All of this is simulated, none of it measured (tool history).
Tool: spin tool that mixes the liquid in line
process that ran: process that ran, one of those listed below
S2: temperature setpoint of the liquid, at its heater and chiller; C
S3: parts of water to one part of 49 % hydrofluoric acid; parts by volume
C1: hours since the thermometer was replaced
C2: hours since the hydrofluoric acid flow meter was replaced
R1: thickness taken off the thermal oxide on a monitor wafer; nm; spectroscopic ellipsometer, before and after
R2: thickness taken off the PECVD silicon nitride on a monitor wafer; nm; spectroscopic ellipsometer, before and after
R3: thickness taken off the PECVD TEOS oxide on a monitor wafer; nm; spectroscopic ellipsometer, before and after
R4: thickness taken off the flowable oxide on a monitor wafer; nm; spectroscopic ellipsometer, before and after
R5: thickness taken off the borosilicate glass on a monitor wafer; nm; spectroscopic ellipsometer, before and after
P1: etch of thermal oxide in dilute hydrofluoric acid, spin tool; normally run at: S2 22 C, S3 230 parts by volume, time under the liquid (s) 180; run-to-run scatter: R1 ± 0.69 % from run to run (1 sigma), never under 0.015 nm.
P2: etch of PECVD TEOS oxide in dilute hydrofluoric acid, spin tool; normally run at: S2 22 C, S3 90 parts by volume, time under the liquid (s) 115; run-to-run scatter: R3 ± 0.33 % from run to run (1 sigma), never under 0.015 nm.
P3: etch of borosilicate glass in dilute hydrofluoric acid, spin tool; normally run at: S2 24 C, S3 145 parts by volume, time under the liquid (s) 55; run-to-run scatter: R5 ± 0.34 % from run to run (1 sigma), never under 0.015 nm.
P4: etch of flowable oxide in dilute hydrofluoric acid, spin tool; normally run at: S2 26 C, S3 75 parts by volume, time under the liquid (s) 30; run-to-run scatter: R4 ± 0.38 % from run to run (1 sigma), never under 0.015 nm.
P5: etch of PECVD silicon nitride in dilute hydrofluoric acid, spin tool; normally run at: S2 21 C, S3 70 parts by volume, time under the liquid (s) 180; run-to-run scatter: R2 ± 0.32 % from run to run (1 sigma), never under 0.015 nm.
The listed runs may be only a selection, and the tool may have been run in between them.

Run 1, hour 11.4: process that ran P1, S2 22 C, S3 230 parts by volume, time under the liquid (s) 180; C1 991.4; C2 1006.3. Result: R1 2.8966 nm.
Run 2, hour 25.5: process that ran P5, S2 17 C, S3 70 parts by volume, time under the liquid (s) 180; C1 1005.5; C2 1020.4. Result: R2 5.9116 nm.
Run 3, hour 36.9: process that ran P1, S2 28.5 C, S3 230 parts by volume, time under the liquid (s) 285; C1 1016.9; C2 1031.8. Result: R1 5.7902 nm.
Run 4, hour 49.5: process that ran P2, S2 22 C, S3 90 parts by volume, time under the liquid (s) 215; C1 1029.5; C2 1044.4. Result: R3 48.982 nm.
Run 5, hour 62.7: process that ran P4, S2 26 C, S3 75 parts by volume, time under the liquid (s) 30; C1 1042.7; C2 1057.6. Result: R4 15.182 nm.
Run 6, hour 78.4: process that ran P3, S2 24 C, S3 145 parts by volume, time under the liquid (s) 15; C1 1058.4; C2 1073.3. Result: R5 1.6312 nm.
Run 7, hour 87.8: process that ran P1, S2 22 C, S3 230 parts by volume, time under the liquid (s) 180; C1 1067.8; C2 1082.7. Result: R1 2.8769 nm.
Run 8, hour 103.5: process that ran P2, S2 22 C, S3 90 parts by volume, time under the liquid (s) 115; C1 1083.5; C2 1098.4. Result: R3 26.304 nm.
Run 9, hour 120.8: process that ran P1, S2 22 C, S3 230 parts by volume, time under the liquid (s) 180; C1 1100.8; C2 1115.7. Result: R1 2.9123 nm.
Run 10, hour 138.6: process that ran P4, S2 26 C, S3 135 parts by volume, time under the liquid (s) 30; C1 1118.6; C2 1133.5. Result: R4 7.8236 nm.
Run 11, hour 149.6: process that ran P3, S2 24 C, S3 210 parts by volume, time under the liquid (s) 55; C1 1129.6; C2 1144.5. Result: R5 3.9029 nm.
Run 12, hour 166.3: process that ran P5, S2 21 C, S3 70 parts by volume, time under the liquid (s) 180; C1 1146.3; C2 1161.2. Result: R2 7.7573 nm.
Run 13, hour 178.6: process that ran P1, S2 22 C, S3 40 parts by volume, time under the liquid (s) 180; C1 1158.6; C2 1173.5. Result: R1 20.694 nm.
Run 14, hour 194.5: process that ran P5, S2 21 C, S3 70 parts by volume, time under the liquid (s) 180; C1 1174.5; C2 1189.4. Result: R2 7.8046 nm.
Run 15, hour 206.4: process that ran P3, S2 24 C, S3 145 parts by volume, time under the liquid (s) 55; C1 1186.4; C2 1201.3. Result: R5 6.0447 nm.
Run 16, hour 222.3: process that ran P4, S2 26 C, S3 75 parts by volume, time under the liquid (s) 30; C1 1202.3; C2 1217.2. Result: R4 15.268 nm.
Run 17, hour 240.8: process that ran P5, S2 21 C, S3 70 parts by volume, time under the liquid (s) 315; C1 1220.8; C2 1235.7. Result: R2 13.581 nm.
Run 18, hour 258.1: process that ran P4, S2 26 C, S3 75 parts by volume, time under the liquid (s) 15; C1 1238.1; C2 1253. Result: R4 7.5682 nm.
Run 19, hour 270.1: process that ran P1, S2 22 C, S3 230 parts by volume, time under the liquid (s) 275; C1 1250.1; C2 1265. Result: R1 4.4848 nm.
Run 20, hour 284.6: process that ran P3, S2 17.5 C, S3 145 parts by volume, time under the liquid (s) 55; C1 1264.6; C2 1279.5. Result: R5 4.673 nm.
Run 21, hour 294.6: process that ran P2, S2 22 C, S3 160 parts by volume, time under the liquid (s) 115; C1 1274.6; C2 1289.5. Result: R3 13.667 nm.
Run 22, hour 307.1: process that ran P2, S2 30 C, S3 90 parts by volume, time under the liquid (s) 115; C1 1287.1; C2 1302. Result: R3 36.163 nm.
Run 23, hour 316.7: process that ran P4, S2 31 C, S3 75 parts by volume, time under the liquid (s) 30; C1 1296.7; C2 1311.6. Result: R4 18.504 nm.
Run 24, hour 333.9: process that ran P1, S2 28.5 C, S3 230 parts by volume, time under the liquid (s) 180; C1 1313.9; C2 1328.8. Result: R1 3.6591 nm.
Run 25, hour 349.3: process that ran P1, S2 22 C, S3 395 parts by volume, time under the liquid (s) 180; C1 1329.3; C2 1344.2. Result: R1 1.4686 nm.
Run 26, hour 362.2: process that ran P1, S2 22 C, S3 230 parts by volume, time under the liquid (s) 180; C1 1342.2; C2 1357.1. Result: R1 2.9259 nm.
Run 27, hour 373.7: process that ran P1, S2 22 C, S3 230 parts by volume, time under the liquid (s) 180; C1 1353.7; C2 1368.6. Result: R1 2.908 nm.
Run 28, hour 385.8: process that ran P1, S2 22 C, S3 230 parts by volume, time under the liquid (s) 180; C1 1365.8; C2 1380.7. Result: R1 2.8855 nm.
Run 29, hour 398: process that ran P1, S2 17 C, S3 230 parts by volume, time under the liquid (s) 180; C1 1378; C2 1392.9. Result: R1 2.4008 nm.
Run 30, hour 412.5: process that ran P1, S2 22 C, S3 230 parts by volume, time under the liquid (s) 30; C1 1392.5; C2 1407.4. Result: R1 0.50087 nm.
Run 31, hour 424.2: process that ran P5, S2 21 C, S3 20 parts by volume, time under the liquid (s) 180; C1 1404.2; C2 1419.1. Result: R2 26.219 nm.
Run 32, hour 435.1: process that ran P1, S2 22 C, S3 230 parts by volume, time under the liquid (s) 180; C1 1415.1; C2 1430. Result: R1 2.9421 nm.
Run 33, hour 453.9: process that ran P1, S2 22 C, S3 230 parts by volume, time under the liquid (s) 180; C1 1433.9; C2 1448.8. Result: R1 2.7989 nm.

The next listed run, before its measurement:
Run 34, hour 463: process that ran P1, S2 22 C, S3 230 parts by volume, time under the liquid (s) 180; C1 1443; C2 1457.9. Result: R1 ?.

R1: 2.7632 nm
